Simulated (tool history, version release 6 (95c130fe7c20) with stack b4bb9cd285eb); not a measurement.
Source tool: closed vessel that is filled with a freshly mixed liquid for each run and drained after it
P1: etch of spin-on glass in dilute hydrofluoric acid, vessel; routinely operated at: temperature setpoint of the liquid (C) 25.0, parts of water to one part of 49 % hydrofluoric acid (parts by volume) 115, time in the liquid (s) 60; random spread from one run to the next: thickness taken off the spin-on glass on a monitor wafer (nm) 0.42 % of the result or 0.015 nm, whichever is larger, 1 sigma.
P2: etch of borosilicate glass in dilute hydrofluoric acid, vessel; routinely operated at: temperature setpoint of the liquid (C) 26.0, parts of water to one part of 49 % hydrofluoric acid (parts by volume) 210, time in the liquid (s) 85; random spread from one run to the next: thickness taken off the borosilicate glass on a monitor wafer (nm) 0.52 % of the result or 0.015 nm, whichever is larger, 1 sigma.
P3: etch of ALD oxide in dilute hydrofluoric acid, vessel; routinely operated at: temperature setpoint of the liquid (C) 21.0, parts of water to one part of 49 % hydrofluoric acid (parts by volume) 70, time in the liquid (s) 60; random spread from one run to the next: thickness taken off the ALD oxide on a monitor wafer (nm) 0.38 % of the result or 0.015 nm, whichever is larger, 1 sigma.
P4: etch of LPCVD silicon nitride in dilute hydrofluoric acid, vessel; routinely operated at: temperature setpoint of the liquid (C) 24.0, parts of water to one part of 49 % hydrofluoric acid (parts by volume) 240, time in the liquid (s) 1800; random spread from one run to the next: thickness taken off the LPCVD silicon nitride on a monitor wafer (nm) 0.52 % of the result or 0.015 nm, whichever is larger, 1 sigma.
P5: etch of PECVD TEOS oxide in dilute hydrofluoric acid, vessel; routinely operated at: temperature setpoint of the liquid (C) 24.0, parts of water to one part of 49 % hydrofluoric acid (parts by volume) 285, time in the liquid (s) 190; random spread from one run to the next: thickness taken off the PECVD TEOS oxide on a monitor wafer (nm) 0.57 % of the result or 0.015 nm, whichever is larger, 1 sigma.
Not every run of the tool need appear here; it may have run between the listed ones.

| run | hour | process that ran | temperature setpoint of the liquid (C) | parts of water to one part of 49 % hydrofluoric acid (parts by volume) | time in the liquid (s) | hours since the thermometer was replaced | hours since the hydrofluoric acid flow meter was replaced | thickness taken off the spin-on glass on a monitor wafer (nm) | thickness taken off the LPCVD silicon nitride on a monitor wafer (nm) | thickness taken off the PECVD TEOS oxide on a monitor wafer (nm) | thickness taken off the ALD oxide on a monitor wafer (nm) | thickness taken off the borosilicate glass on a monitor wafer (nm) |
|---|---|---|---|---|---|---|---|---|---|---|---|---|
| 1 | 7.4 | P1 | 25.0 | 115 | 60 | 712.0 | 714.0 | 21.3240 |  |  |  |  |
| 2 | 15.5 | P1 | 25.0 | 115 | 60 | 720.1 | 722.1 | 21.3420 |  |  |  |  |
| 3 | 20.9 | P4 | 24.0 | 240 | 1800 | 725.5 | 727.5 |  | 3.9566 |  |  |  |
| 4 | 28.9 | P5 | 19.0 | 285 | 190 | 733.5 | 735.5 |  |  | 10.3900 |  |  |
| 5 | 36.9 | P3 | 17.0 | 70 | 60 | 741.5 | 743.5 |  |  |  | 8.0823 |  |
|  | 46.7 | thermometer replaced |
| 6 | 47.0 | P2 | 20.5 | 210 | 85 | 0.4 | 753.6 |  |  |  |  | 9.7687 |
| 7 | 55.8 | P4 | 24.0 | 325 | 1800 | 9.2 | 762.4 |  | 2.9407 |  |  |  |
| 8 | 60.5 | P5 | 24.0 | 285 | 190 | 13.9 | 767.1 |  |  | 12.6740 |  |  |
| 9 | 65.5 | P1 | 19.0 | 115 | 30 | 18.9 | 772.1 | 8.5227 |  |  |  |  |
| 10 | 72.4 | P4 | 24.0 | 240 | 3470 | 25.8 | 779.0 |  | 7.5942 |  |  |  |
| 11 | 81.7 | P1 | 25.0 | 115 | 60 | 35.1 | 788.3 | 21.5030 |  |  |  |  |
| 12 | 89.3 | P5 | 24.0 | 455 | 190 | 42.7 | 795.9 |  |  | 6.6789 |  |  |
| 13 | 98.4 | P1 | 32.5 | 115 | 60 | 51.8 | 805.0 | 28.3990 |  |  |  |  |
| 14 | 108.6 | P1 | 25.0 | 115 | 60 | 62.0 | 815.2 | 21.2580 |  |  |  |  |
| 15 | 114.4 | P3 | 21.0 | 70 | 60 | 67.8 | 821.0 |  |  |  | 9.5827 |  |
| 16 | 122.8 | P3 | 21.0 | 70 | 100 | 76.2 | 829.4 |  |  |  | 15.9620 |  |
| 17 | 132.6 | P3 | 21.0 | 70 | 60 | 86.0 | 839.2 |  |  |  | 9.6241 |  |
| 18 | 137.9 | P1 | 25.0 | 115 | 30 | 91.3 | 844.5 | 10.7440 |  |  |  |  |
| 19 | 147.9 | P4 | 31.5 | 240 | 1800 | 101.3 | 854.5 |  | 6.1926 |  |  |  |
| 20 | 154.2 | P4 | 24.0 | 240 | 1800 | 107.6 | 860.8 |  | 3.9418 |  |  |  |
| 21 | 160.1 | P5 | 24.0 | 285 | 310 | 113.5 | 866.7 |  |  | 20.2640 |  |  |
| 22 | 170.5 | P1 | 25.0 | 170 | 60 | 123.9 | 877.1 | 13.6920 |  |  |  |  |
| 23 | 176.3 | P2 | 26.0 | 210 | 30 | 129.7 | 882.9 |  |  |  |  | 4.2292 |
| 24 | 186.3 | P1 | 19.0 | 115 | 60 | 139.7 | 892.9 | 16.8660 |  |  |  |  |
| 25 | 193.1 | P2 | 26.0 | 210 | 85 | 146.5 | 899.7 |  |  |  |  | 12.0830 |
| 26 | 199.6 | P2 | 26.0 | 210 | 85 | 153.0 | 906.2 |  |  |  |  | 11.8840 |
| 27 | 210.2 | P3 | 21.0 | 115 | 60 | 163.6 | 916.8 |  |  |  | 5.5865 |  |
| 28 | 219.1 | P2 | 26.0 | 365 | 85 | 172.5 | 925.7 |  |  |  |  | 5.9178 |
| 29 | 225.5 | P1 | 25.0 | 115 | 100 | 178.9 | 932.1 | 35.6820 |  |  |  |  |
| 30 | 234.5 | P1 | 25.0 | 60 | 60 | 187.9 | 941.1 | 44.3490 |  |  |  |  |
| 31 | 239.5 | P1 | 25.0 | 115 | 60 | 192.9 | 946.1 | 21.3340 |  |  |  |  |
| 32 | 247.6 | P1 | 25.0 | 115 | 60 | 201.0 | 954.2 | 21.4590 |  |  |  |  |

Forecast run 33:
| 33 | 256.2 | P1 | 25.0 | 115 | 60 | 209.6 | 962.8 | ? |  |  |  |  |

{"run 33": {"thickness taken off the spin-on glass on a monitor wafer (nm)": 21.012}}

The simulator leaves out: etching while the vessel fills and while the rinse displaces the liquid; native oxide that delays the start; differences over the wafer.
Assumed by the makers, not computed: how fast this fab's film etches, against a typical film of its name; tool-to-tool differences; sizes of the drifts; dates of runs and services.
